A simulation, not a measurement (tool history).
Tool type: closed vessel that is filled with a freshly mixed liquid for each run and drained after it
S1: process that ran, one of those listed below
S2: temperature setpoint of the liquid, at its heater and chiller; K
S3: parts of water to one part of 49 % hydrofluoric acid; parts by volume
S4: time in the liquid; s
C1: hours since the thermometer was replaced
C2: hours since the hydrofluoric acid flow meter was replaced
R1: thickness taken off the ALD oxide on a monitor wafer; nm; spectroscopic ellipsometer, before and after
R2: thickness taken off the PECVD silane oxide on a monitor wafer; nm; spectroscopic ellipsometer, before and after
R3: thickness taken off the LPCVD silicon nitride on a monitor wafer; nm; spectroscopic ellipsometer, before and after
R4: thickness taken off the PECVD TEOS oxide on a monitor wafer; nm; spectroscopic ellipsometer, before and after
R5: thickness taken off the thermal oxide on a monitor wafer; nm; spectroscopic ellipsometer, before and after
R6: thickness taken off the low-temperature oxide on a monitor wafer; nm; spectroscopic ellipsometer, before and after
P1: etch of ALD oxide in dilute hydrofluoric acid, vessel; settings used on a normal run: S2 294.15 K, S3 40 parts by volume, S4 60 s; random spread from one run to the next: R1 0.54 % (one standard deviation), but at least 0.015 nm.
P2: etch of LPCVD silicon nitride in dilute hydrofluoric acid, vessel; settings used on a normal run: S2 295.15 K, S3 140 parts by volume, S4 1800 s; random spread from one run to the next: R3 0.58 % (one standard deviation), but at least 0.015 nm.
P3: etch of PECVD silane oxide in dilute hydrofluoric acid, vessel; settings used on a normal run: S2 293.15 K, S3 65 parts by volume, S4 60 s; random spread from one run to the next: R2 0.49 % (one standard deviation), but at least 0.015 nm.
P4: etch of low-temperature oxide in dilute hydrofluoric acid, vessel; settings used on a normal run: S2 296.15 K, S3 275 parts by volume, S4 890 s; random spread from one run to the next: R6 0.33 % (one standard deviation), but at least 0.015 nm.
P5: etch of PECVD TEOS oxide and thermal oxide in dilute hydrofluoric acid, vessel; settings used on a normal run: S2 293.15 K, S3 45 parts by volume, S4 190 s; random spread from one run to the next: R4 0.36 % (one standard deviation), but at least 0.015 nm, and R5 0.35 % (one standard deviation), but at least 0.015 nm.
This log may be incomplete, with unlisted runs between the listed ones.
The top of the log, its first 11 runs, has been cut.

run	hour	S1	S2	S3	S4	C1	C2	R1	R2	R3	R4	R5	R6
12	108.4	P2	295.15	140	1800	25.6	426.3			5.3121			
13	114.5	P1	294.15	40	30	31.7	432.4	7.2476					
14	126.5	P4	296.15	275	1660	43.7	444.4						52.131
15	135.7	P1	294.15	40	60	52.9	453.6	14.714					
16	143.8	P4	304.15	275	890	61	461.7						36.44
17	154	P5	293.15	45	350	71.2	471.9				79.246	33.608	
18	165.2	P1	294.15	40	60	82.4	483.1	14.587					
19	172	P1	290.15	40	60	89.2	489.9	12.281					
20	179	P4	296.15	275	890	96.2	496.9						27.846
21	191.4	P1	294.15	25	60	108.6	509.3	23.81					
22	197.1	P1	300.15	40	30	114.3	515	9.3973					
23	205.3	P5	293.15	45	190	122.5	523.2				42.841	18.014	
24	211.1	P4	296.15	65	890	128.3	529						148.91
25	219.1	P1	302.15	40	60	136.3	537	20.271					
26	227.1	P3	293.15	65	60	144.3	545		20.928				
27	235.6	P2	290.15	140	1800	152.8	553.5			3.8401			
28	243	P3	293.15	20	60	160.2	560.9		71.998				
29	249.8	P1	294.15	40	60	167	567.7	14.635					
30	262	P1	294.15	40	60	179.2	579.9	14.715					
31	270.8	P1	294.15	40	60	188	588.7	14.647					
32	280.2	P1	294.15	40	60	197.4	598.1	15.116					

Run 33, settings as shown, results not yet in. Your forecast:
33	293.2	P1	294.15	40	60	210.4	611.1	?					

R1: 15.356 nm
